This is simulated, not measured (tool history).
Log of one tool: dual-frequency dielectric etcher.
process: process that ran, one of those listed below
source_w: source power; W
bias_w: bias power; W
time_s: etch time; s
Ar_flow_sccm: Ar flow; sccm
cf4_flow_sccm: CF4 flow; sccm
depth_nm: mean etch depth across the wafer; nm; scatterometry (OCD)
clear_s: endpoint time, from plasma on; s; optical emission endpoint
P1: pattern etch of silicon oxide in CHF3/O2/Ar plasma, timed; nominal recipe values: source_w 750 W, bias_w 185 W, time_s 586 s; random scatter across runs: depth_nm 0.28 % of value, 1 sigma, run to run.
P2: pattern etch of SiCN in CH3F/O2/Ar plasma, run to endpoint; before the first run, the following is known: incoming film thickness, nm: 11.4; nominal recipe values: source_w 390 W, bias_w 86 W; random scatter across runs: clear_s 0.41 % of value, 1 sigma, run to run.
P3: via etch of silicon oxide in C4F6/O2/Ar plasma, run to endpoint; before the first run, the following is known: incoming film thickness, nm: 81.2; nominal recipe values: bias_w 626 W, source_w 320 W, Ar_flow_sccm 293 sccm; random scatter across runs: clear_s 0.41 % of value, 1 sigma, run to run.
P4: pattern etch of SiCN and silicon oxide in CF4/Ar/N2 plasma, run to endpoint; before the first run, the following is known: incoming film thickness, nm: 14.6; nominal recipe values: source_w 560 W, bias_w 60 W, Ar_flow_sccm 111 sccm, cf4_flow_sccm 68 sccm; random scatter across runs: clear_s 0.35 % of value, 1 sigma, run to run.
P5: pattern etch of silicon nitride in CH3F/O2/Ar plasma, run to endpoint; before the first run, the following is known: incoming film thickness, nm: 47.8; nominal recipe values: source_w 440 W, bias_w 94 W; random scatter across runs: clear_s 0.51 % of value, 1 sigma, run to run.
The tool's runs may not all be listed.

{"run": 1, "hour": 6.5, "process": "P1", "source_w": 750, "bias_w": 185, "time_s": 586, "depth_nm": 1263.9}
{"run": 2, "hour": 10.3, "process": "P1", "source_w": 750, "bias_w": 185, "time_s": 586, "depth_nm": 1260.7}
{"run": 3, "hour": 15.2, "process": "P3", "source_w": 200, "bias_w": 626, "Ar_flow_sccm": 293, "clear_s": 20.732}
{"run": 4, "hour": 19.9, "process": "P3", "source_w": 320, "bias_w": 811, "Ar_flow_sccm": 293, "clear_s": 15.833}
{"run": 5, "hour": 25.0, "process": "P1", "source_w": 950, "bias_w": 185, "time_s": 586, "depth_nm": 1381.8}
{"run": 6, "hour": 29.2, "process": "P5", "source_w": 440, "bias_w": 64, "clear_s": 68.072}
{"run": 7, "hour": 34.3, "process": "P1", "source_w": 750, "bias_w": 251, "time_s": 586, "depth_nm": 1403.3}
{"run": 8, "hour": 39.8, "process": "P1", "source_w": 750, "bias_w": 185, "time_s": 586, "depth_nm": 1269.5}
{"run": 9, "hour": 46.6, "process": "P2", "source_w": 290, "bias_w": 86, "clear_s": 31.814}
{"run": 10, "hour": 50.3, "process": "P1", "source_w": 750, "bias_w": 185, "time_s": 586, "depth_nm": 1264.5}
{"run": 11, "hour": 55.5, "process": "P5", "source_w": 570, "bias_w": 94, "clear_s": 53.916}
{"run": 12, "hour": 60.5, "process": "P4", "source_w": 560, "bias_w": 60, "Ar_flow_sccm": 142, "cf4_flow_sccm": 68, "clear_s": 16}
{"run": 13, "hour": 64.7, "process": "P1", "source_w": 750, "bias_w": 185, "time_s": 420.5, "depth_nm": 904.2}
{"run": 14, "hour": 69.6, "process": "P1", "source_w": 750, "bias_w": 185, "time_s": 586, "depth_nm": 1268.8}
{"run": 15, "hour": 72.9, "process": "P1", "source_w": 750, "bias_w": 185, "time_s": 817.5, "depth_nm": 1762.1}
{"run": 16, "hour": 76.1, "process": "P2", "source_w": 390, "bias_w": 86, "clear_s": 28.527}
{"run": 17, "hour": 79.4, "process": "P1", "source_w": 750, "bias_w": 136, "time_s": 586, "depth_nm": 1145.3}
{"run": 18, "hour": 84.0, "process": "P1", "source_w": 750, "bias_w": 185, "time_s": 586, "depth_nm": 1269.1}
{"run": 19, "hour": 87.3, "process": "P5", "source_w": 440, "bias_w": 94, "clear_s": 60.007}
{"run": 20, "hour": 92.4, "process": "P4", "source_w": 560, "bias_w": 79, "Ar_flow_sccm": 111, "cf4_flow_sccm": 68, "clear_s": 14.003}
{"run": 21, "hour": 96.8, "process": "P2", "source_w": 390, "bias_w": 86, "clear_s": 28.518}
{"run": 22, "hour": 100.4, "process": "P4", "source_w": 450, "bias_w": 60, "Ar_flow_sccm": 111, "cf4_flow_sccm": 68, "clear_s": 18.604}
{"run": 23, "hour": 105.9, "process": "P2", "source_w": 390, "bias_w": 56, "clear_s": 33.081}
{"run": 24, "hour": 109.9, "process": "P4", "source_w": 560, "bias_w": 60, "Ar_flow_sccm": 111, "cf4_flow_sccm": 68, "clear_s": 15.307}
{"run": 25, "hour": 115.4, "process": "P3", "source_w": 320, "bias_w": 626, "Ar_flow_sccm": 293, "clear_s": 17.62}
{"run": 26, "hour": 120.9, "process": "P1", "source_w": 750, "bias_w": 185, "time_s": 586, "depth_nm": 1262.7}
{"run": 27, "hour": 124.0, "process": "P4", "source_w": 560, "bias_w": 60, "Ar_flow_sccm": 111, "cf4_flow_sccm": 81, "clear_s": 14.866}
{"run": 28, "hour": 128.8, "process": "P1", "source_w": 450, "bias_w": 185, "time_s": 586, "depth_nm": 1036.5}
{"run": 29, "hour": 133.2, "process": "P1", "source_w": 870, "bias_w": 185, "time_s": 322.5, "depth_nm": 735.6}
{"run": 30, "hour": 140.0, "process": "P5", "source_w": 440, "bias_w": 94, "clear_s": 59.076}
{"run": 31, "hour": 143.2, "process": "P3", "source_w": 320, "bias_w": 626, "Ar_flow_sccm": 293, "clear_s": 17.601}
{"run": 32, "hour": 147.9, "process": "P3", "source_w": 320, "bias_w": 626, "Ar_flow_sccm": 222, "clear_s": 16.893}
{"run": 33, "hour": 152.0, "process": "P1", "source_w": 750, "bias_w": 185, "time_s": 586, "depth_nm": 1259.9}
{"run": 34, "hour": 157.9, "process": "P1", "source_w": 750, "bias_w": 185, "time_s": 586, "depth_nm": 1262}
{"run": 35, "hour": 163.5, "process": "P1", "source_w": 750, "bias_w": 185, "time_s": 586, "depth_nm": 1253.7}
{"run": 36, "hour": 169.1, "process": "P1", "source_w": 750, "bias_w": 185, "time_s": 586, "depth_nm": 1250.7}
{"run": 37, "hour": 172.4, "process": "P1", "source_w": 750, "bias_w": 185, "time_s": 586, "depth_nm": 1245.1}
{"run": 38, "hour": 175.5, "process": "P1", "source_w": 750, "bias_w": 185, "time_s": 586, "depth_nm": 1246.3}
{"run": 39, "hour": 179.4, "process": "P1", "source_w": 750, "bias_w": 185, "time_s": 586, "depth_nm": 1246.5}
{"run": 40, "hour": 186.1, "process": "P1", "source_w": 750, "bias_w": 185, "time_s": 586, "depth_nm": 1247.5}
{"hour": 188.0, "done": "wet clean of the chamber"}
{"run": 41, "hour": 189.9, "process": "P1", "source_w": 750, "bias_w": 185, "time_s": 586, "depth_nm": 1242.3}
{"run": 42, "hour": 194.9, "process": "P1", "source_w": 750, "bias_w": 185, "time_s": 586, "depth_nm": 1247.4}
{"run": 43, "hour": 201.2, "process": "P1", "source_w": 750, "bias_w": 185, "time_s": 586, "depth_nm": 1248.5}

Something has made what P1 gives creep away from where it was; the 2 causes below, each at its own stated size, fit the log equally well:
A: source power that arrives under what is set, % = 4.01
B: bias power that arrives under what is set, % = 4.63
The creep began at about hour 152.
All other causes, with the reason each is excluded:
chamber walls in a state that lowers the etch rate, %: work on it at hour 188, done after the drift set in, did not restore what the process gave before

Consider the 4 check runs below, whose results appear as question marks and each of which averages 2 wafers. Which one distinguishes the causes, in that each cause would give it a clearly different result?
{"run": "check 1", "hour": 207.5, "process": "P5", "source_w": 440, "bias_w": 94, "clear_s": "?"}
{"run": "check 2", "hour": 207.5, "process": "P4", "source_w": 560, "bias_w": 60, "Ar_flow_sccm": 111, "cf4_flow_sccm": 68, "clear_s": "?"}
{"run": "check 3", "hour": 207.5, "process": "P3", "source_w": 320, "bias_w": 626, "Ar_flow_sccm": 293, "clear_s": "?"}
{"run": "check 4", "hour": 207.5, "process": "P2", "source_w": 390, "bias_w": 86, "clear_s": "?"}

What each check would give under each cause:
check=check_1 result=clear_s if_A=60.48 if_B=60.583
check=check_2 result=clear_s if_A=15.888 if_B=15.559
check=check_3 result=clear_s if_A=17.813 if_B=17.875
check=check_4 result=clear_s if_A=28.971 if_B=29.033
Separation of the two closest causes in each check, using whichever result separates them best: check 1 0.17 %; check 2 2.1 %; check 3 0.35 %; check 4 0.21 %
Only in check 2 would the causes give clearly different results; in the remaining checks their results would be nearly the same.

After running check 2, the following was obtained: clear_s 15.568 s. Which cause does this point to?

The cause is B: bias power that arrives under what is set, %.
